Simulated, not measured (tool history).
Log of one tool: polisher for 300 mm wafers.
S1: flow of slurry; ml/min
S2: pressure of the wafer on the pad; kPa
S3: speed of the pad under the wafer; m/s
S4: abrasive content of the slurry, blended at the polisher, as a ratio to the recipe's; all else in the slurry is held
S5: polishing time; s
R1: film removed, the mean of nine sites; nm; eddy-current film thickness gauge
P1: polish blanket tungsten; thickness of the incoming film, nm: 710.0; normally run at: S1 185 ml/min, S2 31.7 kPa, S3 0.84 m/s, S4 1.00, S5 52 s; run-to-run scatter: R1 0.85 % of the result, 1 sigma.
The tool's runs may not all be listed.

run	day	S1	S2	S3	S4	S5	R1
1	0.358	185	31.7	0.84	1.00	52	299.75
2	0.800	185	31.7	1.16	1.00	52	411.77
3	1.242	110	31.7	0.84	1.00	52	268.35
# day 1.508: worn pad replaced by a new one
4	1.783	185	31.7	0.84	1.00	52	290.95
5	2.058	185	31.7	0.84	1.00	52	297.93
6	2.588	185	31.7	0.84	1.45	52	321.21
7	2.929	185	31.7	0.84	1.00	52	296.04
8	3.329	185	14.5	0.84	1.00	52	135.15
# day 3.442: head pressure recalibrated
9	3.712	185	18.6	0.84	1.00	67	222.75
# day 3.983: slurry tank refilled with fresh slurry and peroxide
10	4.167	185	31.7	0.84	1.00	52	296.22
11	4.471	285	31.7	0.84	1.00	52	307.57
12	4.842	185	31.7	0.84	1.00	26	148.34
13	5.154	185	49.6	0.84	1.00	52	459.46
14	5.571	185	31.7	0.40	1.00	52	138.42
15	6.075	185	31.7	0.84	1.00	78	446.05
16	6.496	185	48.3	0.84	0.80	52	425.66
17	6.979	185	31.7	0.84	1.00	52	295.73
18	7.250	185	31.7	0.84	0.55	52	258.26
19	7.733	275	42.7	0.84	1.00	52	415.55
20	8.088	185	31.7	0.84	1.00	52	301.33
21	8.592	185	31.7	0.84	1.00	52	282.71
22	8.904	185	31.7	0.84	1.00	52	284.01
# day 9.258: worn pad replaced by a new one
23	9.454	185	31.7	0.84	1.00	52	278.58
# day 9.525: slurry blender recalibrated
# day 9.688: head pressure recalibrated
24	9.900	185	31.7	0.84	1.00	52	274.22
25	10.212	185	31.7	0.84	1.00	52	271.08
26	10.771	185	31.7	0.84	1.00	52	272.00
27	11.204	185	31.7	0.84	1.00	52	271.55

What P1 gives has crept away from where it was. These 2 causes fit the log equally well, each at the size given:
A: peroxide lost from the slurry, % = 20.1
B: slurry flow missing at the pad, % = 38.6
The creep began at about day 8.088.
Why every other cause is out:
removal rate lost through wear of the pad, %: serviced at day 9.258, which brought nothing back
head's pressure below its setpoint, %: serviced at day 9.688, which brought nothing back
abrasive missing from the slurry, %: serviced at day 9.525, which brought nothing back

4 check runs are offered, each on 2 wafers whose results are averaged, their results left as question marks. Which one tells the causes apart?
check 1	11.638	185	31.7	0.84	0.60	27	?
check 2	11.638	110	31.7	0.84	1.00	52	?
check 3	11.638	185	14.5	0.84	1.00	52	?
check 4	11.638	185	24.1	0.84	1.00	52	?

What each check would give under each cause:
check	result	if A	if B
check 1	R1	125.06	125.07
check 2	R1	246.52	234.18
check 3	R1	123.69	123.71
check 4	R1	206.16	206.18
How far apart the two closest causes lie, in the result that separates them most: check 1 0.01 %; check 2 5.14 %; check 3 0.01 %; check 4 0.01 %
Check 2 tells the causes apart: in the others they would give nearly the same result.

Then check 2 was run and gave: R1 234.68 nm. Which cause is it?

It is B: slurry flow missing at the pad, %.

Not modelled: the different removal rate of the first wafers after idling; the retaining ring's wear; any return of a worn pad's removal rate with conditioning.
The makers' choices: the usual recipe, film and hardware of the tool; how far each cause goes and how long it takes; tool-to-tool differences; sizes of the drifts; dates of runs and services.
